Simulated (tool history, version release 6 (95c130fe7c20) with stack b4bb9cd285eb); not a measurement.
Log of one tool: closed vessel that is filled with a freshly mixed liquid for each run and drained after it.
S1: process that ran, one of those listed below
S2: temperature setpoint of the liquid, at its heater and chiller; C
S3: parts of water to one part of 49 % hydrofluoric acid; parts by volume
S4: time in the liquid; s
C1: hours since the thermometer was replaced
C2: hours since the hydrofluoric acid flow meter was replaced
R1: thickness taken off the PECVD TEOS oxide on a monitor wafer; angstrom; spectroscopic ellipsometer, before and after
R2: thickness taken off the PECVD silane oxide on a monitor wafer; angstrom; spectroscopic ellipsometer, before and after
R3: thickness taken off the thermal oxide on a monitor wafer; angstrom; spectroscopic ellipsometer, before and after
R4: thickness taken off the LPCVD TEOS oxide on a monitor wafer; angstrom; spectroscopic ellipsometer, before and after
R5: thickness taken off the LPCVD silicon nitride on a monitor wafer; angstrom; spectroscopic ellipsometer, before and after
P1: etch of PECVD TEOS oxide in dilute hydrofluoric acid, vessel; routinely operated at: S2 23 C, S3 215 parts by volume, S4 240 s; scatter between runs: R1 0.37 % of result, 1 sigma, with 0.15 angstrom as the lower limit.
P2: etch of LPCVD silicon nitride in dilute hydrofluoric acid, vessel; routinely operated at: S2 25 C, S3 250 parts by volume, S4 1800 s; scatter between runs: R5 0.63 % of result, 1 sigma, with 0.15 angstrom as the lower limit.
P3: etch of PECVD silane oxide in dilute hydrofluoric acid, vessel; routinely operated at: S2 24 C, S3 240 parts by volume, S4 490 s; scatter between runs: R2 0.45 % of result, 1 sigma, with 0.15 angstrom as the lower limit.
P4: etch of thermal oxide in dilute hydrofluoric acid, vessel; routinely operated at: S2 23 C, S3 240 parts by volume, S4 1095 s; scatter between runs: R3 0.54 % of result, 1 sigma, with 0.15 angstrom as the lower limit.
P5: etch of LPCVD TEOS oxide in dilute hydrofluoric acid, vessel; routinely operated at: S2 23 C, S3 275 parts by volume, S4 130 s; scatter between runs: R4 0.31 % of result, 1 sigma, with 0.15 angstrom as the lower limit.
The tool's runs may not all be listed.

run 1 hour=7.6 | S1=P1 S2=23 S3=215 S4=240 | C1=623 C2=210.8 | R1=133.59
run 2 hour=18.6 | S1=P3 S2=17.5 S3=240 S4=490 | C1=634 C2=221.8 | R2=261.1
run 3 hour=29.2 | S1=P3 S2=24 S3=240 S4=65 | C1=644.6 C2=232.4 | R2=43.906
run 4 hour=40.2 | S1=P1 S2=23 S3=350 S4=240 | C1=655.6 C2=243.4 | R1=71.972
run 5 hour=49.4 | S1=P4 S2=23 S3=240 S4=1095 | C1=664.8 C2=252.6 | R3=174.87
run 6 hour=55.5 | S1=P5 S2=23 S3=135 S4=130 | C1=670.9 C2=258.7 | R4=280.05
run 7 hour=64.9 | S1=P3 S2=24 S3=330 S4=490 | C1=680.3 C2=268.1 | R2=222.12
run 8 hour=73.4 | S1=P1 S2=19.5 S3=215 S4=130 | C1=688.8 C2=276.6 | R1=62.608
run 9 hour=83 | S1=P2 S2=25 S3=250 S4=1800 | C1=698.4 C2=286.2 | R5=36.375
run 10 hour=95 | S1=P5 S2=28 S3=275 S4=130 | C1=710.4 C2=298.2 | R4=141.92
run 11 hour=104 | S1=P1 S2=23 S3=215 S4=240 | C1=719.4 C2=307.2 | R1=133.08
run 12 hour=111.5 | S1=P1 S2=17 S3=215 S4=240 | C1=726.9 C2=314.7 | R1=106.26
run 13 hour=117.6 | S1=P4 S2=23 S3=240 S4=55 | C1=733 C2=320.8 | R3=8.7729
run 14 hour=124.3 | S1=P1 S2=23 S3=215 S4=110 | C1=739.7 C2=327.5 | R1=61.159
run 15 hour=131.2 | S1=P4 S2=23 S3=85 S4=1095 | C1=746.6 C2=334.4 | R3=581.3
run 16 hour=138.1 | S1=P5 S2=23 S3=275 S4=130 | C1=753.5 C2=341.3 | R4=118.21
run 17 hour=150.4 | S1=P3 S2=24 S3=240 S4=490 | C1=765.8 C2=353.6 | R2=334.76
run 18 hour=160.2 | S1=P2 S2=25 S3=375 S4=1800 | C1=775.6 C2=363.4 | R5=24.432
run 19 hour=172.5 | S1=P2 S2=25 S3=250 S4=2640 | C1=787.9 C2=375.7 | R5=53.541
run 20 hour=181.7 | S1=P4 S2=29 S3=240 S4=1095 | C1=797.1 C2=384.9 | R3=214.55
run 21 hour=189.8 | S1=P1 S2=23 S3=215 S4=240 | C1=805.2 C2=393 | R1=132.89
run 22 hour=198.5 | S1=P4 S2=23 S3=240 S4=1095 | C1=813.9 C2=401.7 | R3=172.64
run 23 hour=206.3 | S1=P2 S2=25 S3=250 S4=1800 | C1=821.7 C2=409.5 | R5=36.705
run 24 hour=213.6 | S1=P1 S2=29.5 S3=215 S4=240 | C1=829 C2=416.8 | R1=167.67
run 25 hour=221.8 | S1=P5 S2=23 S3=275 S4=200 | C1=837.2 C2=425 | R4=182.63
run 26 hour=231 | S1=P1 S2=18 S3=215 S4=365 | C1=846.4 C2=434.2 | R1=167.39
run 27 hour=239.3 | S1=P1 S2=23 S3=365 S4=125 | C1=854.7 C2=442.5 | R1=35.347
run 28 hour=245 | S1=P2 S2=20.5 S3=250 S4=1800 | C1=860.4 C2=448.2 | R5=27.625
run 29 hour=256.1 | S1=P1 S2=23 S3=215 S4=240 | C1=871.5 C2=459.3 | R1=134.41
run 30 hour=264 | S1=P1 S2=23 S3=215 S4=240 | C1=879.4 C2=467.2 | R1=133.96
run 31 hour=270.3 | S1=P3 S2=24 S3=240 S4=490 | C1=885.7 C2=473.5 | R2=333.01
run 32 hour=276.5 | S1=P1 S2=23 S3=215 S4=240 | C1=891.9 C2=479.7 | R1=134.17
run 33 hour=284.1 | S1=P1 S2=23 S3=125 S4=240 | C1=899.5 C2=487.3 | R1=252.19
run 34 hour=291.5 | S1=P1 S2=23 S3=215 S4=405 | C1=906.9 C2=494.7 | R1=223.37
run 35 hour=303.9 | S1=P1 S2=23 S3=215 S4=240 | C1=919.3 C2=507.1 | R1=132.99
run 36 hour=316.1 | S1=P1 S2=23 S3=215 S4=240 | C1=931.5 C2=519.3 | R1=128.93
run 37 hour=322.5 | S1=P1 S2=23 S3=215 S4=240 | C1=937.9 C2=525.7 | R1=126.75
run 38 hour=331.5 | S1=P1 S2=23 S3=215 S4=240 | C1=946.9 C2=534.7 | R1=125.28
run 39 hour=340.1 | S1=P1 S2=23 S3=215 S4=240 | C1=955.5 C2=543.3 | R1=124.11
run 40 hour=345.5 | S1=P1 S2=23 S3=215 S4=240 | C1=960.9 C2=548.7 | R1=123.53
run 41 hour=354 | S1=P1 S2=23 S3=215 S4=240 | C1=969.4 C2=557.2 | R1=123.48
run 42 hour=365.4 | S1=P1 S2=23 S3=215 S4=240 | C1=980.8 C2=568.6 | R1=122.2
run 43 hour=376.8 | S1=P1 S2=23 S3=215 S4=240 | C1=992.2 C2=580 | R1=122.72

The log shows P1 creeping away from where it was. Any of the 2 causes listed here, at the size stated for it, fits the log just as well as the others:
A: liquid colder than its thermometer reads (K) = 2.23
B: hydrofluoric acid flow below the setpoint (%) = 6.56
The drift started at roughly hour 303.9.

Of the 4 check runs listed below, each run on one wafer and each result written as a question mark, which would let you distinguish the listed causes because they would give clearly different results?
run check 1 hour=388.2 | S1=P5 S2=23 S3=175 S4=130 | R4=?
run check 2 hour=388.2 | S1=P2 S2=21.5 S3=250 S4=2595 | R5=?
run check 3 hour=388.2 | S1=P3 S2=20 S3=240 S4=105 | R2=?
run check 4 hour=388.2 | S1=P4 S2=23 S3=155 S4=1095 | R3=?

Predicted outcomes, by check and by cause:
check=check_1 result=R4 if_A=190.25 if_B=191.13
check=check_2 result=R5 if_A=36.98 if_B=39.945
check=check_3 result=R2 if_A=56.413 if_B=56.505
check=check_4 result=R3 if_A=270.11 if_B=272
Distance between the nearest two causes, measured in the result of the check that separates them most: check 1 0.46 %; check 2 7.71 %; check 3 0.16 %; check 4 0.7 %
Of the check runs offered, only check 2 discriminates between the causes; the rest would read about the same regardless of which cause applies.

Then check 2 was run and gave: R5 39.697 angstrom. Which cause is it?

It was cause B: hydrofluoric acid flow below the setpoint (%).

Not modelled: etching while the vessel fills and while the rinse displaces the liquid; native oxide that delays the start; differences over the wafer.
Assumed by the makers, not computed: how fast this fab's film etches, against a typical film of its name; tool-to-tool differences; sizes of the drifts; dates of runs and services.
